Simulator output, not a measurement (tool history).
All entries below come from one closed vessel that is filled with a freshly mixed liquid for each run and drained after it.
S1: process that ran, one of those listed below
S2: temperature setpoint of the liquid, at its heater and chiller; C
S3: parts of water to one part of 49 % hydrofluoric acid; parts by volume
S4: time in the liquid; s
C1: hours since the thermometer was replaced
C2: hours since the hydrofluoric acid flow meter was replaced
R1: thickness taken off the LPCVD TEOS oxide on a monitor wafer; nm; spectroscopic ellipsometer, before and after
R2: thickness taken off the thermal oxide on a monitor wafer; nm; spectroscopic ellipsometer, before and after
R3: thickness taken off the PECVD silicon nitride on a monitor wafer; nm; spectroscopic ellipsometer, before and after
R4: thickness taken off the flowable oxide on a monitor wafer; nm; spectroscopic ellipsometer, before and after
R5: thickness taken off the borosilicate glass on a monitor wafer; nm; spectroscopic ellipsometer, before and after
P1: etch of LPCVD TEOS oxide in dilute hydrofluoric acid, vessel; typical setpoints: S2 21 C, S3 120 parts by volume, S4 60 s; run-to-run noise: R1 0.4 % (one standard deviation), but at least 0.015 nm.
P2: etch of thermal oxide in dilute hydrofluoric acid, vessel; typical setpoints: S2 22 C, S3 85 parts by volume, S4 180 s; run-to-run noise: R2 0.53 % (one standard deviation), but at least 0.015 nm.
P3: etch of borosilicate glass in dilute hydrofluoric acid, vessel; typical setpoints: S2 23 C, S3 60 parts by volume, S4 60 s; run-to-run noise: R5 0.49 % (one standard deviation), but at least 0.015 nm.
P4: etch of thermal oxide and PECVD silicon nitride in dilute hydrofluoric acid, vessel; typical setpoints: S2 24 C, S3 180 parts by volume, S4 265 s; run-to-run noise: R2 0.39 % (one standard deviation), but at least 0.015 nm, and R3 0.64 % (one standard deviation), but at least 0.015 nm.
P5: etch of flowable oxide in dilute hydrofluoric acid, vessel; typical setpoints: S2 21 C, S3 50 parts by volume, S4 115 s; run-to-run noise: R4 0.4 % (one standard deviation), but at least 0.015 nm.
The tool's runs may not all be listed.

{"run": 1, "hour": 10.2, "S1": "P1", "S2": 21, "S3": 120, "S4": 60, "C1": 385.0, "C2": 308.3, "R1": 17.373}
{"run": 2, "hour": 23.3, "S1": "P2", "S2": 30, "S3": 85, "S4": 180, "C1": 398.1, "C2": 321.4, "R2": 13.199}
{"run": 3, "hour": 34.7, "S1": "P4", "S2": 24, "S3": 180, "S4": 265, "C1": 409.5, "C2": 332.8, "R2": 6.5892, "R3": 4.0337}
{"run": 4, "hour": 41.5, "S1": "P4", "S2": 24, "S3": 180, "S4": 265, "C1": 416.3, "C2": 339.6, "R2": 6.5514, "R3": 3.9648}
{"run": 5, "hour": 50.0, "S1": "P1", "S2": 17, "S3": 120, "S4": 85, "C1": 424.8, "C2": 348.1, "R1": 21.06}
{"run": 6, "hour": 56.7, "S1": "P1", "S2": 21, "S3": 120, "S4": 60, "C1": 431.5, "C2": 354.8, "R1": 17.538}
{"run": 7, "hour": 66.0, "S1": "P1", "S2": 21, "S3": 120, "S4": 60, "C1": 440.8, "C2": 364.1, "R1": 17.552}
{"run": 8, "hour": 78.6, "S1": "P1", "S2": 21, "S3": 120, "S4": 60, "C1": 453.4, "C2": 376.7, "R1": 17.557}
{"run": 9, "hour": 85.4, "S1": "P1", "S2": 21, "S3": 70, "S4": 60, "C1": 460.2, "C2": 383.5, "R1": 31.861}
{"run": 10, "hour": 98.3, "S1": "P5", "S2": 21, "S3": 20, "S4": 115, "C1": 473.1, "C2": 396.4, "R4": 143.49}
{"run": 11, "hour": 109.6, "S1": "P1", "S2": 21, "S3": 120, "S4": 115, "C1": 484.4, "C2": 407.7, "R1": 33.483}
{"run": 12, "hour": 121.7, "S1": "P2", "S2": 22, "S3": 85, "S4": 60, "C1": 496.5, "C2": 419.8, "R2": 3.169}
{"run": 13, "hour": 134.3, "S1": "P1", "S2": 21, "S3": 120, "S4": 60, "C1": 509.1, "C2": 432.4, "R1": 17.463}
{"run": 14, "hour": 144.1, "S1": "P1", "S2": 21, "S3": 220, "S4": 60, "C1": 518.9, "C2": 442.2, "R1": 8.5824}
{"run": 15, "hour": 154.0, "S1": "P1", "S2": 17, "S3": 120, "S4": 60, "C1": 528.8, "C2": 452.1, "R1": 14.806}
{"run": 16, "hour": 164.0, "S1": "P4", "S2": 32, "S3": 180, "S4": 265, "C1": 538.8, "C2": 462.1, "R2": 8.7313, "R3": 6.4939}
{"run": 17, "hour": 170.2, "S1": "P4", "S2": 24, "S3": 305, "S4": 265, "C1": 545.0, "C2": 468.3, "R2": 3.399, "R3": 2.359}
{"run": 18, "hour": 178.4, "S1": "P2", "S2": 22, "S3": 25, "S4": 180, "C1": 553.2, "C2": 476.5, "R2": 34.78}
{"run": 19, "hour": 185.4, "S1": "P4", "S2": 24, "S3": 180, "S4": 65, "C1": 560.2, "C2": 483.5, "R2": 1.5953, "R3": 0.96652}
{"run": 20, "hour": 198.6, "S1": "P1", "S2": 21, "S3": 120, "S4": 60, "C1": 573.4, "C2": 496.7, "R1": 17.474}
{"run": 21, "hour": 205.7, "S1": "P1", "S2": 21, "S3": 120, "S4": 30, "C1": 580.5, "C2": 503.8, "R1": 8.7562}

Predict the results of run 22:
{"run": 22, "hour": 212.6, "S1": "P3", "S2": 27, "S3": 60, "S4": 60, "C1": 587.4, "C2": 510.7, "R5": "?"}

{"run 22": {"R5": 34.694}}
